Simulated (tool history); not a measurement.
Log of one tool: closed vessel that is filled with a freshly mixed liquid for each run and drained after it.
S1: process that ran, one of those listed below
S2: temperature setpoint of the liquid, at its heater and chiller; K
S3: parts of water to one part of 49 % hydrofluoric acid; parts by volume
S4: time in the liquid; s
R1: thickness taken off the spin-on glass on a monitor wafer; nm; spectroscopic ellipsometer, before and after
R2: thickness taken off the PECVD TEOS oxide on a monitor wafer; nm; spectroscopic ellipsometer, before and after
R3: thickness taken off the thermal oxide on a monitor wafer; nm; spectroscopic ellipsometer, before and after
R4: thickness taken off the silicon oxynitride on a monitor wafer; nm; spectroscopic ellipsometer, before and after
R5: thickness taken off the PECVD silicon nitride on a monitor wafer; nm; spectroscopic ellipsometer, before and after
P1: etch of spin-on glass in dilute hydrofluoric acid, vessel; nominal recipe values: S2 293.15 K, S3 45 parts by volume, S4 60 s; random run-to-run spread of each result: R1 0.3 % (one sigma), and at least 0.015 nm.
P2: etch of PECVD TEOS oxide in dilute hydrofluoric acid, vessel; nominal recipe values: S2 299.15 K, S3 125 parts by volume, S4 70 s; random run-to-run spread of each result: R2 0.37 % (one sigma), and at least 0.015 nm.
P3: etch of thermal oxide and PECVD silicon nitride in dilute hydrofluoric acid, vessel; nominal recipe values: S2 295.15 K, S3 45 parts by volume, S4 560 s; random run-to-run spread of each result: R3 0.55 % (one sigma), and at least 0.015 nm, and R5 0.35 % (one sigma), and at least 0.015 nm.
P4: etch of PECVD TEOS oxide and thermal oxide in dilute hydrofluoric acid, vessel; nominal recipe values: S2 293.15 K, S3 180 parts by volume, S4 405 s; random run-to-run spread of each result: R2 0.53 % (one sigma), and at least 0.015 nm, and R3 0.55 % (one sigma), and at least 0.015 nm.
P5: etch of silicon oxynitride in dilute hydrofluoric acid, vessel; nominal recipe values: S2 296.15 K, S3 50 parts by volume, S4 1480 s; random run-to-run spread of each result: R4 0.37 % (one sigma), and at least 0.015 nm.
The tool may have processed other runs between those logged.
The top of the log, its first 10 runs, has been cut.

run	hour	S1	S2	S3	S4	R1	R2	R3	R4	R5
11	43.8	P3	295.15	45	560			53.6820		38.309
12	48.6	P1	293.15	45	60	52.071				
13	51.4	P1	293.15	30	60	79.415				
14	56.3	P1	293.15	20	95	191.650				
15	60.0	P1	290.15	45	60	45.864				
16	65.0	P5	296.15	50	1480				52.840	
17	68.0	P5	296.15	50	2595				92.249	
18	71.8	P5	296.15	50	1480				52.586	
19	75.7	P1	293.15	45	60	51.918				
20	79.9	P1	293.15	45	60	52.088				
21	83.2	P3	295.15	25	560			98.9660		66.983
22	85.9	P5	296.15	90	1480				28.275	
23	89.1	P4	293.15	180	800		66.1630	16.6990		
24	92.4	P1	293.15	45	60	52.272				

Forecast run 25:
25	96.7	P3	300.15	45	560			?		?

{"run 25": {"R3": 66.718, "R5": 53.903}}

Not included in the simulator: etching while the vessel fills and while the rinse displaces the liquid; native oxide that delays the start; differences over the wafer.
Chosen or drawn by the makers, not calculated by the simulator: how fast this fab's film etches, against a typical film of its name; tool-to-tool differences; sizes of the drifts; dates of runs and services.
